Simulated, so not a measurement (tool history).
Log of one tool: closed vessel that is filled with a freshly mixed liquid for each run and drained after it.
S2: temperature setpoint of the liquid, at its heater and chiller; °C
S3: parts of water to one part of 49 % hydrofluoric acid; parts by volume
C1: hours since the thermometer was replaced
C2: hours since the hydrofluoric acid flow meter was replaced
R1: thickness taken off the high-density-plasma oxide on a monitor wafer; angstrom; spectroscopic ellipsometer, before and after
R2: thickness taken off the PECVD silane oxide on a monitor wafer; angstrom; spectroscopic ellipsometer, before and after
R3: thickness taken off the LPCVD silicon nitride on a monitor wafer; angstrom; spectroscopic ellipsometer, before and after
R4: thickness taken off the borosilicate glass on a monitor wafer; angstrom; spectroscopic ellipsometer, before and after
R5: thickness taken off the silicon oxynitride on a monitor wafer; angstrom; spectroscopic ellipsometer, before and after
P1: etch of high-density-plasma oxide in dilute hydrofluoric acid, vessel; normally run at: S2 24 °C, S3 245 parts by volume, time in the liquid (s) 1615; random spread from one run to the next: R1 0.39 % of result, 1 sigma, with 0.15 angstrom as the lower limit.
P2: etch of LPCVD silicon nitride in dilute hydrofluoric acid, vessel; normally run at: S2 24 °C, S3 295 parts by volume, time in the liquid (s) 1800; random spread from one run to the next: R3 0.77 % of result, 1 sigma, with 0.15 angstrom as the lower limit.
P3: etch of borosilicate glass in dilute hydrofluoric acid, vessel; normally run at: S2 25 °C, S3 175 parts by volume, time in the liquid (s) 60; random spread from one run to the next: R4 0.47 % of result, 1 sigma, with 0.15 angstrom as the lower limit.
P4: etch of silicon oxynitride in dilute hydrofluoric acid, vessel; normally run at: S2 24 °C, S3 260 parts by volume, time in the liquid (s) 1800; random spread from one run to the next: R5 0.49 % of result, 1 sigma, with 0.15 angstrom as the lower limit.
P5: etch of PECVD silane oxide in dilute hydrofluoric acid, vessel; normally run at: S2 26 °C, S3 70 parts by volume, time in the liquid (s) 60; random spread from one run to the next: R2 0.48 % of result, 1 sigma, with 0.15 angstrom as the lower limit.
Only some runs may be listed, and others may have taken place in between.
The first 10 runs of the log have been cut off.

run 11 hour=138.4 | process_that_ran=P1 S2=17 S3=245 time_in_the_liquid_(s)=855 | C1=663.8 C2=592.7 | R1=122.94
run 12 hour=154.3 | process_that_ran=P1 S2=24 S3=355 time_in_the_liquid_(s)=1615 | C1=679.7 C2=608.6 | R1=187.03
run 13 hour=162.7 | process_that_ran=P3 S2=25 S3=95 time_in_the_liquid_(s)=60 | C1=688.1 C2=617 | R4=308.39
run 14 hour=171.9 | process_that_ran=P4 S2=24 S3=260 time_in_the_liquid_(s)=3395 | C1=697.3 C2=626.2 | R5=165.68
run 15 hour=183.3 | process_that_ran=P4 S2=18 S3=260 time_in_the_liquid_(s)=1800 | C1=708.7 C2=637.6 | R5=66.727
run 16 hour=196.1 | process_that_ran=P3 S2=32.5 S3=175 time_in_the_liquid_(s)=60 | C1=721.5 C2=650.4 | R4=197.73
run 17 hour=208.9 | process_that_ran=P3 S2=25 S3=175 time_in_the_liquid_(s)=30 | C1=734.3 C2=663.2 | R4=75.969
run 18 hour=224.4 | process_that_ran=P1 S2=17 S3=245 time_in_the_liquid_(s)=1615 | C1=749.8 C2=678.7 | R1=231.75
run 19 hour=235.9 | process_that_ran=P1 S2=24 S3=245 time_in_the_liquid_(s)=1615 | C1=761.3 C2=690.2 | R1=299.98

Estimate the outcome of run 20 from the log above:
run 20 hour=246.1 | process_that_ran=P2 S2=24 S3=295 time_in_the_liquid_(s)=1800 | C1=771.5 C2=700.4 | R3=?

{"run 20": {"R3": 28.303}}
